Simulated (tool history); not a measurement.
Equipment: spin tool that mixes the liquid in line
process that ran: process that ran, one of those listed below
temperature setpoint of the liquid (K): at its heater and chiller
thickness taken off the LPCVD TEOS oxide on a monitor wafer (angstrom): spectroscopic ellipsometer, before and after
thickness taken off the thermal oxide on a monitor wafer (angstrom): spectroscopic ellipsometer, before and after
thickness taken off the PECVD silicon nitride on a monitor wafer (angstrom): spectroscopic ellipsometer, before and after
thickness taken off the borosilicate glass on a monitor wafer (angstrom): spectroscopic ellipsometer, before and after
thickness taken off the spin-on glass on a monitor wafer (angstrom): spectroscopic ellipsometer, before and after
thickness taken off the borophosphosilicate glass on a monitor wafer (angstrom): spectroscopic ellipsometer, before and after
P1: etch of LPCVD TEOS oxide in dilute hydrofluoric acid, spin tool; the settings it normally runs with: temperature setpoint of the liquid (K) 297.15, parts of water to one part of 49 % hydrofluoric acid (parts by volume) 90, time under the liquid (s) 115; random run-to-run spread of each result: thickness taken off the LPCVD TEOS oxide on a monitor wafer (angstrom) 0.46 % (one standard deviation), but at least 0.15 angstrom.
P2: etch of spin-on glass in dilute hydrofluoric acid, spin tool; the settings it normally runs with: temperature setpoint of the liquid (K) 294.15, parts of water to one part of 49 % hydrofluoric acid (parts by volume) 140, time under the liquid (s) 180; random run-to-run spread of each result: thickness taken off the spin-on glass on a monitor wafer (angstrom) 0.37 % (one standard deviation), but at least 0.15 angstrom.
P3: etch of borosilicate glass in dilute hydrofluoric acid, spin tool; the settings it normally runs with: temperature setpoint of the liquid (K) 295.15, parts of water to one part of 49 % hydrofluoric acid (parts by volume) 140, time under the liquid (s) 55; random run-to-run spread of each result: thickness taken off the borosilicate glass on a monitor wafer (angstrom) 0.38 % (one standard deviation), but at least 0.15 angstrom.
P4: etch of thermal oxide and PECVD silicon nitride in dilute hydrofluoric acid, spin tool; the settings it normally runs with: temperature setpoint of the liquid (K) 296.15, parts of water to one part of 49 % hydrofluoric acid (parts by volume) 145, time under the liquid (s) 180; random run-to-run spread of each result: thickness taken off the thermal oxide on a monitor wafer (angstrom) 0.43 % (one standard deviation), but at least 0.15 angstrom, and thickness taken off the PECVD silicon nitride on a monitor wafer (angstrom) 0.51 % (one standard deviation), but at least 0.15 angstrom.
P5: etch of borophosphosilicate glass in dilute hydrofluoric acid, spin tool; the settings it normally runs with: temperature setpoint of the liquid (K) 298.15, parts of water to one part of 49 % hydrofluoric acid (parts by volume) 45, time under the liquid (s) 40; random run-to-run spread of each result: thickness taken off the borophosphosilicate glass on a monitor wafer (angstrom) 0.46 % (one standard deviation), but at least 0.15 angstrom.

run,hour,process that ran,temperature setpoint of the liquid (K),parts of water to one part of 49 % hydrofluoric acid (parts by volume),time under the liquid (s),thickness taken off the LPCVD TEOS oxide on a monitor wafer (angstrom),thickness taken off the thermal oxide on a monitor wafer (angstrom),thickness taken off the PECVD silicon nitride on a monitor wafer (angstrom),thickness taken off the borosilicate glass on a monitor wafer (angstrom),thickness taken off the spin-on glass on a monitor wafer (angstrom),thickness taken off the borophosphosilicate glass on a monitor wafer (angstrom)
1,11,P1,297.15,90,115,508.33,,,,,
2,20.1,P1,297.15,90,115,508.51,,,,,
3,28.6,P4,296.15,145,180,,53.578,50.895,,,
4,39.2,P1,303.15,90,115,642.91,,,,,
5,48.9,P3,303.65,140,55,,,,100.07,,
6,62.7,P2,294.15,140,345,,,,,524.64,
7,77.3,P4,296.15,145,350,,103.59,99.249,,,
8,92.5,P3,295.15,140,55,,,,72.761,,
9,101.5,P1,297.15,90,115,508.5,,,,,
10,111,P4,302.15,145,180,,67.45,75.249,,,
11,121.1,P1,297.15,90,115,509.26,,,,,
12,133.2,P3,295.15,25,55,,,,468.27,,
13,144.2,P5,298.15,45,40,,,,,,381.75
14,151.8,P1,297.15,155,115,271.77,,,,,
15,162.2,P1,297.15,90,220,976.34,,,,,
16,175.2,P5,298.15,70,40,,,,,,236.77
17,183.4,P1,291.15,90,115,397.11,,,,,
18,196.7,P2,294.15,140,180,,,,,275.92,
19,210.4,P4,296.15,85,180,,97.689,86.987,,,
20,218.7,P1,297.15,90,115,510.21,,,,,
21,234,P1,301.15,150,115,330.41,,,,,
22,243,P1,297.15,90,115,509.16,,,,,
23,252.1,P2,300.65,140,180,,,,,353.11,
24,263.3,P1,297.15,40,115,1217.5,,,,,
25,273.9,P3,295.15,140,30,,,,39.779,,
26,285.4,P5,303.65,45,40,,,,,,470.12
27,297,P5,298.15,45,65,,,,,,616.21
28,305.6,P1,297.15,90,115,512.9,,,,,
# hour 306.9: thermometer replaced
29,319.6,P3,295.15,140,55,,,,73.205,,
30,333,P2,294.15,45,180,,,,,958.96,
31,348.6,P1,297.15,90,55,240.44,,,,,
32,358.3,P5,298.15,45,40,,,,,,381.06
33,368.7,P4,296.15,145,180,,53.613,50.926,,,
34,380.5,P1,297.15,90,115,510.07,,,,,
35,394.9,P1,297.15,90,115,492.32,,,,,
36,405.5,P1,297.15,90,115,483.89,,,,,
37,419.1,P1,297.15,90,115,476.71,,,,,
38,433.2,P1,297.15,90,115,468.9,,,,,
39,441.6,P1,297.15,90,115,469.69,,,,,
40,453,P1,297.15,90,115,469.11,,,,,
41,464.6,P1,297.15,90,115,465.15,,,,,
42,471.7,P1,297.15,90,115,468.27,,,,,
43,481.2,P1,297.15,90,115,463.97,,,,,
44,496.8,P1,297.15,90,115,463.4,,,,,
45,509.2,P1,297.15,90,115,460.41,,,,,

What P1 gives has crept away from where it was. These 2 causes fit the log equally well, each at the size given:
A: hydrofluoric acid flow below the setpoint (%) = 8.09
B: liquid colder than its thermometer reads (K) = 2.34
The gradual shift began around hour 380.5.

Of the 4 check runs listed below, each run on one wafer and each result written as a question mark, which would let you distinguish the listed causes because they would give clearly different results?
check 1,521.6,P5,298.15,45,40,,,,,,?
check 2,521.6,P4,296.15,145,180,,?,?,,,
check 3,521.6,P2,294.15,140,180,,,,,?,
check 4,521.6,P3,295.15,140,55,,,,?,,

Predicted outcomes, by check and by cause:
check,result,if A,if B
check 1,thickness taken off the borophosphosilicate glass on a monitor wafer (angstrom),346.11,343.67
check 2,thickness taken off the thermal oxide on a monitor wafer (angstrom),48.517,48.85
check 2,thickness taken off the PECVD silicon nitride on a monitor wafer (angstrom),47.226,43.988
check 3,thickness taken off the spin-on glass on a monitor wafer (angstrom),249.54,250.46
check 4,thickness taken off the borosilicate glass on a monitor wafer (angstrom),66.34,66.666
Per check, the gap between the least separated pair of causes, taken in the result that splits them most: check 1 0.71 %; check 2 7.1 %; check 3 0.37 %; check 4 0.49 %
The causes can be told apart only by check 2. The other checks would give nearly the same results under each of them.

Then check 2 was run and gave: thickness taken off the thermal oxide on a monitor wafer (angstrom) 48.468; thickness taken off the PECVD silicon nitride on a monitor wafer (angstrom) 44.266. Which cause is it?

It is B: liquid colder than its thermometer reads (K).

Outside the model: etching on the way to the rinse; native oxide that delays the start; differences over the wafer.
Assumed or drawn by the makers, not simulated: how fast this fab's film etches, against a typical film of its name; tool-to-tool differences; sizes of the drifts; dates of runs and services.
